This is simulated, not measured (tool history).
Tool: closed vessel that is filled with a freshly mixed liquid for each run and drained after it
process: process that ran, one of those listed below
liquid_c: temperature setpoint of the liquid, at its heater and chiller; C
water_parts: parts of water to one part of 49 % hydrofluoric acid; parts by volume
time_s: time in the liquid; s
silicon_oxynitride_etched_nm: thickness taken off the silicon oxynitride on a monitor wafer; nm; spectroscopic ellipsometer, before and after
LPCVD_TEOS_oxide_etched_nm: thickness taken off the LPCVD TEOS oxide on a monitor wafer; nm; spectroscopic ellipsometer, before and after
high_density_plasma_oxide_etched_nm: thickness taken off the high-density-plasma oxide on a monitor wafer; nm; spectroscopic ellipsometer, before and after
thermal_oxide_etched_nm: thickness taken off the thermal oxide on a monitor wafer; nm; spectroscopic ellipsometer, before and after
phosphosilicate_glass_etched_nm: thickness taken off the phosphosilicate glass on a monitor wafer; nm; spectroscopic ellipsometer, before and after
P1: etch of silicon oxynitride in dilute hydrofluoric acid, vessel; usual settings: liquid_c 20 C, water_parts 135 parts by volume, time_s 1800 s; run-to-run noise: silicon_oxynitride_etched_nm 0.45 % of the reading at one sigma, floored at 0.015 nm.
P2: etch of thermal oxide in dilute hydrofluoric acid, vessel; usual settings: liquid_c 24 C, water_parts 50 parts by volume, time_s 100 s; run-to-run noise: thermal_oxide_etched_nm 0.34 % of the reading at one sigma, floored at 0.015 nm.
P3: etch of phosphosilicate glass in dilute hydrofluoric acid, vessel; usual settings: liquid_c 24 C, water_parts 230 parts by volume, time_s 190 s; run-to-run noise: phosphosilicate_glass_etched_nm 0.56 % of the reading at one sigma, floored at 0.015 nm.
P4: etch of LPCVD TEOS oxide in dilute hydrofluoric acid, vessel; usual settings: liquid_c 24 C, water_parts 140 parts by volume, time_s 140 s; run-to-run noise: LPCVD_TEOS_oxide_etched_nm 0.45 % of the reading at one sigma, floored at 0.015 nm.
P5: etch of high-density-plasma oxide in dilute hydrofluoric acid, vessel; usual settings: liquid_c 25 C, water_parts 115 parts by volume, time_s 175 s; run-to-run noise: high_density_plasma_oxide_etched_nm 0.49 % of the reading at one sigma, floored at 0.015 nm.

| run | hour | process | liquid_c | water_parts | time_s | hours since the thermometer was replaced | hours since the hydrofluoric acid flow meter was replaced | silicon_oxynitride_etched_nm | LPCVD_TEOS_oxide_etched_nm | high_density_plasma_oxide_etched_nm | thermal_oxide_etched_nm | phosphosilicate_glass_etched_nm |
|---|---|---|---|---|---|---|---|---|---|---|---|---|
| 1 | 6.9 | P1 | 20 | 135 | 1800 | 1212.9 | 1737.9 | 16.161 |  |  |  |  |
| 2 | 18.7 | P4 | 24 | 140 | 225 | 1224.7 | 1749.7 |  | 85.828 |  |  |  |
| 3 | 24.3 | P4 | 24 | 140 | 140 | 1230.3 | 1755.3 |  | 53.231 |  |  |  |
| 4 | 30.6 | P5 | 25 | 115 | 175 | 1236.6 | 1761.6 |  |  | 8.4878 |  |  |
| 5 | 36.2 | P1 | 20 | 135 | 590 | 1242.2 | 1767.2 | 5.3338 |  |  |  |  |
| 6 | 45 | P4 | 18.5 | 140 | 140 | 1251 | 1776 |  | 42.81 |  |  |  |
| 7 | 52.9 | P5 | 25 | 115 | 175 | 1258.9 | 1783.9 |  |  | 8.5834 |  |  |
| 8 | 62 | P2 | 24 | 50 | 180 | 1268 | 1793 |  |  |  | 18.056 |  |
| 9 | 72 | P2 | 17 | 50 | 100 | 1278 | 1803 |  |  |  | 7.3458 |  |
| 10 | 81.8 | P5 | 25 | 35 | 175 | 1287.8 | 1812.8 |  |  | 31.188 |  |  |
| 11 | 92.8 | P4 | 24 | 140 | 140 | 1298.8 | 1823.8 |  | 53.13 |  |  |  |
| 12 | 100.7 | P1 | 17 | 135 | 1800 | 1306.7 | 1831.7 | 13.792 |  |  |  |  |
| 13 | 109.6 | P3 | 24 | 40 | 190 | 1315.6 | 1840.6 |  |  |  |  | 309.73 |
| 14 | 115.2 | P5 | 29 | 115 | 175 | 1321.2 | 1846.2 |  |  | 9.7901 |  |  |
| 15 | 122.6 | P1 | 27 | 135 | 1800 | 1328.6 | 1853.6 | 22.339 |  |  |  |  |
| 16 | 131.6 | P1 | 17 | 135 | 910 | 1337.6 | 1862.6 | 7.0616 |  |  |  |  |
| 17 | 140.4 | P4 | 24 | 255 | 140 | 1346.4 | 1871.4 |  | 25.508 |  |  |  |
| 18 | 148.8 | P2 | 24 | 85 | 100 | 1354.8 | 1879.8 |  |  |  | 5.6169 |  |
| 19 | 157.3 | P2 | 24 | 50 | 100 | 1363.3 | 1888.3 |  |  |  | 9.9755 |  |
| 20 | 164.1 | P1 | 20 | 35 | 1800 | 1370.1 | 1895.1 | 66.717 |  |  |  |  |
| 21 | 171.8 | P5 | 25 | 115 | 90 | 1377.8 | 1902.8 |  |  | 4.3571 |  |  |
| 22 | 180.3 | P3 | 24 | 230 | 370 | 1386.3 | 1911.3 |  |  |  |  | 83.511 |
| 23 | 190.3 | P1 | 17 | 135 | 2835 | 1396.3 | 1921.3 | 21.942 |  |  |  |  |
| 24 | 196.4 | P1 | 20 | 135 | 1800 | 1402.4 | 1927.4 | 16.135 |  |  |  |  |
| 25 | 204.3 | P3 | 24 | 230 | 190 | 1410.3 | 1935.3 |  |  |  |  | 43.371 |
| 26 | 210 | P1 | 20 | 135 | 1800 | 1416 | 1941 | 16.121 |  |  |  |  |
| 27 | 216.2 | P1 | 20 | 135 | 1800 | 1422.2 | 1947.2 | 16.082 |  |  |  |  |
| 28 | 222.9 | P1 | 20 | 135 | 1800 | 1428.9 | 1953.9 | 16.136 |  |  |  |  |
| 29 | 230.5 | P1 | 20 | 135 | 1800 | 1436.5 | 1961.5 | 16.12 |  |  |  |  |
| 30 | 238.5 | P1 | 20 | 135 | 3350 | 1444.5 | 1969.5 | 30.088 |  |  |  |  |
| 31 | 246.4 | P1 | 20 | 250 | 1800 | 1452.4 | 1977.4 | 8.0669 |  |  |  |  |
| 32 | 252 | P1 | 20 | 135 | 1800 | 1458 | 1983 | 16.121 |  |  |  |  |
| 33 | 258.6 | P3 | 17 | 230 | 190 | 1464.6 | 1989.6 |  |  |  |  | 33.013 |
| 34 | 268.5 | P1 | 27 | 225 | 1800 | 1474.5 | 1999.5 | 12.425 |  |  |  |  |
| 35 | 274.4 | P3 | 24 | 230 | 190 | 1480.4 | 2005.4 |  |  |  |  | 42.78 |
| 36 | 280.4 | P1 | 20 | 135 | 1800 | 1486.4 | 2011.4 | 16.233 |  |  |  |  |
| 37 | 287.9 | P1 | 20 | 135 | 1800 | 1493.9 | 2018.9 | 15.621 |  |  |  |  |
| 38 | 293.2 | P1 | 20 | 135 | 1800 | 1499.2 | 2024.2 | 15.375 |  |  |  |  |
| 39 | 299.5 | P1 | 20 | 135 | 1800 | 1505.5 | 2030.5 | 15.208 |  |  |  |  |
| 40 | 305.5 | P1 | 20 | 135 | 1800 | 1511.5 | 2036.5 | 15.121 |  |  |  |  |
| 41 | 313.2 | P1 | 20 | 135 | 1800 | 1519.2 | 2044.2 | 15.045 |  |  |  |  |
| 42 | 318.9 | P1 | 20 | 135 | 1800 | 1524.9 | 2049.9 | 14.882 |  |  |  |  |
| 43 | 325.6 | P1 | 20 | 135 | 1800 | 1531.6 | 2056.6 | 14.945 |  |  |  |  |
| 44 | 330.9 | P1 | 20 | 135 | 1800 | 1536.9 | 2061.9 | 15.002 |  |  |  |  |
| 45 | 337.1 | P1 | 20 | 135 | 1800 | 1543.1 | 2068.1 | 14.751 |  |  |  |  |
| 46 | 344.7 | P1 | 20 | 135 | 1800 | 1550.7 | 2075.7 | 14.777 |  |  |  |  |
| 47 | 354.5 | P1 | 20 | 135 | 1800 | 1560.5 | 2085.5 | 14.826 |  |  |  |  |

The output of P1 has drifted from where it used to be. Each of the 2 causes below, taken at the size shown beside it, accounts for the log equally well:
A: hydrofluoric acid flow below the setpoint (%) = 7.17
B: liquid colder than its thermometer reads (K) = 1.69
Creep in the process output first set in at about hour 280.4.

Consider the 4 single-wafer check runs listed below, results given as question marks: which one distinguishes between the causes by giving clearly different results for each?
| check 1 | 364.3 | P5 | 25 | 40 | 175 |  |  |  |  | ? |  |  |
| check 2 | 364.3 | P3 | 17.5 | 50 | 190 |  |  |  |  |  |  | ? |
| check 3 | 364.3 | P2 | 18 | 65 | 100 |  |  |  |  |  | ? |  |
| check 4 | 364.3 | P4 | 24 | 245 | 140 |  |  |  | ? |  |  |  |

How each check would come out, cause by cause:
| check | result | if A | if B |
|---|---|---|---|
| check 1 | high_density_plasma_oxide_etched_nm | 25.007 | 25.223 |
| check 2 | phosphosilicate_glass_etched_nm | 171.66 | 172.52 |
| check 3 | thermal_oxide_etched_nm | 5.4126 | 5.4522 |
| check 4 | LPCVD_TEOS_oxide_etched_nm | 24.727 | 25.539 |
How far apart the two closest causes lie, in the result that separates them most: check 1 0.86 %; check 2 0.5 %; check 3 0.73 %; check 4 3.23 %
Only in check 4 would the causes give clearly different results; in the remaining checks their results would be nearly the same.

Check 4 was then run and gave: LPCVD_TEOS_oxide_etched_nm 24.693 nm. Which cause is it?

It was cause A: hydrofluoric acid flow below the setpoint (%).
